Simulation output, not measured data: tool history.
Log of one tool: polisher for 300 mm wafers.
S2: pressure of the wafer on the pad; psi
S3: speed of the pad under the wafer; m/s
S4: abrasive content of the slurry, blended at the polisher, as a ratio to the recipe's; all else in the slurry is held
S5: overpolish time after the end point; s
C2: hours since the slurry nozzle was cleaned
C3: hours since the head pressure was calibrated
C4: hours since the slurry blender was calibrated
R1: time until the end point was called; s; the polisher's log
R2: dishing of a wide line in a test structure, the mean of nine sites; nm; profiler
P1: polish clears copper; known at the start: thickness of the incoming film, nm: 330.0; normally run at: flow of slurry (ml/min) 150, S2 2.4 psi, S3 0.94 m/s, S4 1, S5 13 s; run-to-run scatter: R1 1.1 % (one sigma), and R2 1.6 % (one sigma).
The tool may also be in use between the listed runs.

{"run": 1, "hour": 4.5, "flow of slurry (ml/min)": 150, "S2": 2.4, "S3": 0.94, "S4": 1, "S5": 13, "wafers polished on this pad": 960, "C2": 544.9, "C3": 283.4, "C4": 82.8, "R1": 162.33, "R2": 18.756}
{"run": 2, "hour": 9.6, "flow of slurry (ml/min)": 150, "S2": 2.4, "S3": 0.94, "S4": 1, "S5": 4, "wafers polished on this pad": 985, "C2": 550, "C3": 288.5, "C4": 87.9, "R1": 159.01, "R2": 6.5408}
{"run": 3, "hour": 13.9, "flow of slurry (ml/min)": 150, "S2": 2.4, "S3": 0.94, "S4": 1.25, "S5": 20, "wafers polished on this pad": 1006, "C2": 554.3, "C3": 292.8, "C4": 92.2, "R1": 152.06, "R2": 29.64}
{"run": 4, "hour": 16.4, "flow of slurry (ml/min)": 205, "S2": 2.4, "S3": 0.94, "S4": 1, "S5": 13, "wafers polished on this pad": 1018, "C2": 556.8, "C3": 295.3, "C4": 94.7, "R1": 152.58, "R2": 19.861}
{"run": 5, "hour": 20.5, "flow of slurry (ml/min)": 150, "S2": 2.4, "S3": 0.94, "S4": 1, "S5": 13, "wafers polished on this pad": 1038, "C2": 560.9, "C3": 299.4, "C4": 98.8, "R1": 156.19, "R2": 19.471}
{"run": 6, "hour": 24.9, "flow of slurry (ml/min)": 150, "S2": 2.4, "S3": 0.94, "S4": 1, "S5": 13, "wafers polished on this pad": 1060, "C2": 565.3, "C3": 303.8, "C4": 103.2, "R1": 160.19, "R2": 19.126}
{"run": 7, "hour": 29.9, "flow of slurry (ml/min)": 150, "S2": 2.4, "S3": 0.94, "S4": 1, "S5": 13, "wafers polished on this pad": 1085, "C2": 570.3, "C3": 308.8, "C4": 108.2, "R1": 159.05, "R2": 19.008}
{"run": 8, "hour": 34.1, "flow of slurry (ml/min)": 150, "S2": 1.1, "S3": 0.94, "S4": 1, "S5": 13, "wafers polished on this pad": 1105, "C2": 574.5, "C3": 313, "C4": 112.4, "R1": 352.27, "R2": 9.2608}
{"run": 9, "hour": 37.0, "flow of slurry (ml/min)": 150, "S2": 2.4, "S3": 0.94, "S4": 1, "S5": 13, "wafers polished on this pad": 1119, "C2": 577.4, "C3": 315.9, "C4": 115.3, "R1": 160.52, "R2": 19.527}
{"run": 10, "hour": 40.3, "flow of slurry (ml/min)": 150, "S2": 2.4, "S3": 0.94, "S4": 1, "S5": 13, "wafers polished on this pad": 1136, "C2": 580.7, "C3": 319.2, "C4": 118.6, "R1": 161.17, "R2": 19.531}
{"run": 11, "hour": 43.7, "flow of slurry (ml/min)": 150, "S2": 2.4, "S3": 0.94, "S4": 1, "S5": 13, "wafers polished on this pad": 1152, "C2": 584.1, "C3": 322.6, "C4": 122, "R1": 158.26, "R2": 19.283}
{"run": 12, "hour": 46.8, "flow of slurry (ml/min)": 150, "S2": 2.4, "S3": 0.94, "S4": 1.45, "S5": 13, "wafers polished on this pad": 1168, "C2": 587.2, "C3": 325.7, "C4": 125.1, "R1": 149.36, "R2": 21.047}
{"run": 13, "hour": 49.8, "flow of slurry (ml/min)": 150, "S2": 3.7, "S3": 0.94, "S4": 1, "S5": 13, "wafers polished on this pad": 1182, "C2": 590.2, "C3": 328.7, "C4": 128.1, "R1": 104.24, "R2": 29.113}
{"run": 14, "hour": 53.8, "flow of slurry (ml/min)": 150, "S2": 2.4, "S3": 0.46, "S4": 1, "S5": 13, "wafers polished on this pad": 1202, "C2": 594.2, "C3": 332.7, "C4": 132.1, "R1": 329.85, "R2": 10.08}
{"run": 15, "hour": 58.7, "flow of slurry (ml/min)": 150, "S2": 2.4, "S3": 0.94, "S4": 0.55, "S5": 13, "wafers polished on this pad": 1226, "C2": 599.1, "C3": 337.6, "C4": 137, "R1": 182.25, "R2": 17.114}
{"run": 16, "hour": 62.6, "flow of slurry (ml/min)": 90, "S2": 2.4, "S3": 0.94, "S4": 1, "S5": 13, "wafers polished on this pad": 1245, "C2": 603, "C3": 341.5, "C4": 140.9, "R1": 177.05, "R2": 16.904}
{"run": 17, "hour": 65.6, "flow of slurry (ml/min)": 150, "S2": 2.4, "S3": 1.3, "S4": 1, "S5": 13, "wafers polished on this pad": 1260, "C2": 606, "C3": 344.5, "C4": 143.9, "R1": 113.63, "R2": 26.318}
{"run": 18, "hour": 70.8, "flow of slurry (ml/min)": 150, "S2": 2.4, "S3": 0.94, "S4": 1, "S5": 24, "wafers polished on this pad": 1285, "C2": 611.2, "C3": 349.7, "C4": 149.1, "R1": 161.46, "R2": 33.967}
{"run": 19, "hour": 74.0, "flow of slurry (ml/min)": 150, "S2": 2.4, "S3": 0.94, "S4": 1, "S5": 13, "wafers polished on this pad": 1301, "C2": 614.4, "C3": 352.9, "C4": 152.3, "R1": 161.64, "R2": 19.237}
{"run": 20, "hour": 77.5, "flow of slurry (ml/min)": 150, "S2": 2.4, "S3": 0.94, "S4": 1, "S5": 13, "wafers polished on this pad": 1318, "C2": 617.9, "C3": 356.4, "C4": 155.8, "R1": 161.87, "R2": 18.513}
{"run": 21, "hour": 82.3, "flow of slurry (ml/min)": 150, "S2": 2.4, "S3": 0.94, "S4": 1, "S5": 13, "wafers polished on this pad": 1342, "C2": 622.7, "C3": 361.2, "C4": 160.6, "R1": 166.07, "R2": 18.609}
{"run": 22, "hour": 87.1, "flow of slurry (ml/min)": 150, "S2": 2.4, "S3": 0.94, "S4": 1, "S5": 13, "wafers polished on this pad": 1365, "C2": 627.5, "C3": 366, "C4": 165.4, "R1": 169.17, "R2": 18.702}
{"hour": 91.4, "done": "head pressure recalibrated"}
{"run": 23, "hour": 92.5, "flow of slurry (ml/min)": 150, "S2": 2.4, "S3": 0.94, "S4": 1, "S5": 13, "wafers polished on this pad": 1392, "C2": 632.9, "C3": 1.2, "C4": 170.8, "R1": 172.95, "R2": 18.386}
{"run": 24, "hour": 95.1, "flow of slurry (ml/min)": 150, "S2": 2.4, "S3": 0.94, "S4": 1, "S5": 13, "wafers polished on this pad": 1405, "C2": 635.5, "C3": 3.8, "C4": 173.4, "R1": 171.21, "R2": 18.423}
{"run": 25, "hour": 99.0, "flow of slurry (ml/min)": 150, "S2": 2.4, "S3": 0.94, "S4": 1, "S5": 13, "wafers polished on this pad": 1424, "C2": 639.4, "C3": 7.7, "C4": 177.3, "R1": 170.76, "R2": 18.434}
{"hour": 100.2, "done": "worn pad replaced by a new one"}
{"run": 26, "hour": 103.0, "flow of slurry (ml/min)": 150, "S2": 2.4, "S3": 0.94, "S4": 1, "S5": 13, "wafers polished on this pad": 13, "C2": 643.4, "C3": 11.7, "C4": 181.3, "R1": 170.64, "R2": 18.351}
{"run": 27, "hour": 108.1, "flow of slurry (ml/min)": 150, "S2": 2.4, "S3": 0.94, "S4": 1, "S5": 13, "wafers polished on this pad": 38, "C2": 648.5, "C3": 16.8, "C4": 186.4, "R1": 170.28, "R2": 17.97}
{"run": 28, "hour": 113.0, "flow of slurry (ml/min)": 150, "S2": 2.4, "S3": 0.94, "S4": 1, "S5": 13, "wafers polished on this pad": 62, "C2": 653.4, "C3": 21.7, "C4": 191.3, "R1": 174.82, "R2": 18.316}
{"run": 29, "hour": 115.5, "flow of slurry (ml/min)": 150, "S2": 2.4, "S3": 0.94, "S4": 1, "S5": 13, "wafers polished on this pad": 75, "C2": 655.9, "C3": 24.2, "C4": 193.8, "R1": 172.56, "R2": 18.542}

What P1 gives has crept away from where it was. These 2 causes fit the log equally well, each at the size given:
A: abrasive missing from the slurry, % = 29.3
B: slurry flow missing at the pad, % = 29.9
The creep began at about hour 74.
Why every other cause is out:
removal rate lost through wear of the pad, %: serviced at hour 100.2, which brought nothing back
head's pressure below its setpoint, %: serviced at hour 91.4, which brought nothing back

4 check runs are offered, each on 5 wafers whose results are averaged, their results left as question marks. Which one tells the causes apart?
{"run": "check 1", "hour": 118.0, "flow of slurry (ml/min)": 150, "S2": 1.2, "S3": 0.94, "S4": 1.4, "S5": 13, "R1": "?", "R2": "?"}
{"run": "check 2", "hour": 118.0, "flow of slurry (ml/min)": 150, "S2": 1.1, "S3": 0.94, "S4": 0.7, "S5": 13, "R1": "?", "R2": "?"}
{"run": "check 3", "hour": 118.0, "flow of slurry (ml/min)": 90, "S2": 2.4, "S3": 0.5, "S4": 1, "S5": 13, "R1": "?", "R2": "?"}
{"run": "check 4", "hour": 118.0, "flow of slurry (ml/min)": 150, "S2": 2.4, "S3": 0.94, "S4": 1.45, "S5": 13, "R1": "?", "R2": "?"}

What each check would give under each cause:
check=check_1 result=R1 if_A=320.73 if_B=319.69
check=check_1 result=R2 if_A=9.9805 if_B=10.011
check=check_2 result=R1 if_A=403.3 if_B=404.52
check=check_2 result=R2 if_A=8.028 if_B=8.0052
check=check_3 result=R1 if_A=361.95 if_B=376.94
check=check_3 result=R2 if_A=9.0549 if_B=8.71
check=check_4 result=R1 if_A=159.16 if_B=158.6
check=check_4 result=R2 if_A=19.488 if_B=19.55
How far apart the two closest causes lie, in the result that separates them most: check 1 0.32 %; check 2 0.3 %; check 3 4.06 %; check 4 0.35 %
Only check 3 tells the causes apart: in the others they would give nearly the same result.

Check 3 was then run and gave: R1 359.6 s; R2 9.0644 nm. Which cause is it?

It is A: abrasive missing from the slurry, %.

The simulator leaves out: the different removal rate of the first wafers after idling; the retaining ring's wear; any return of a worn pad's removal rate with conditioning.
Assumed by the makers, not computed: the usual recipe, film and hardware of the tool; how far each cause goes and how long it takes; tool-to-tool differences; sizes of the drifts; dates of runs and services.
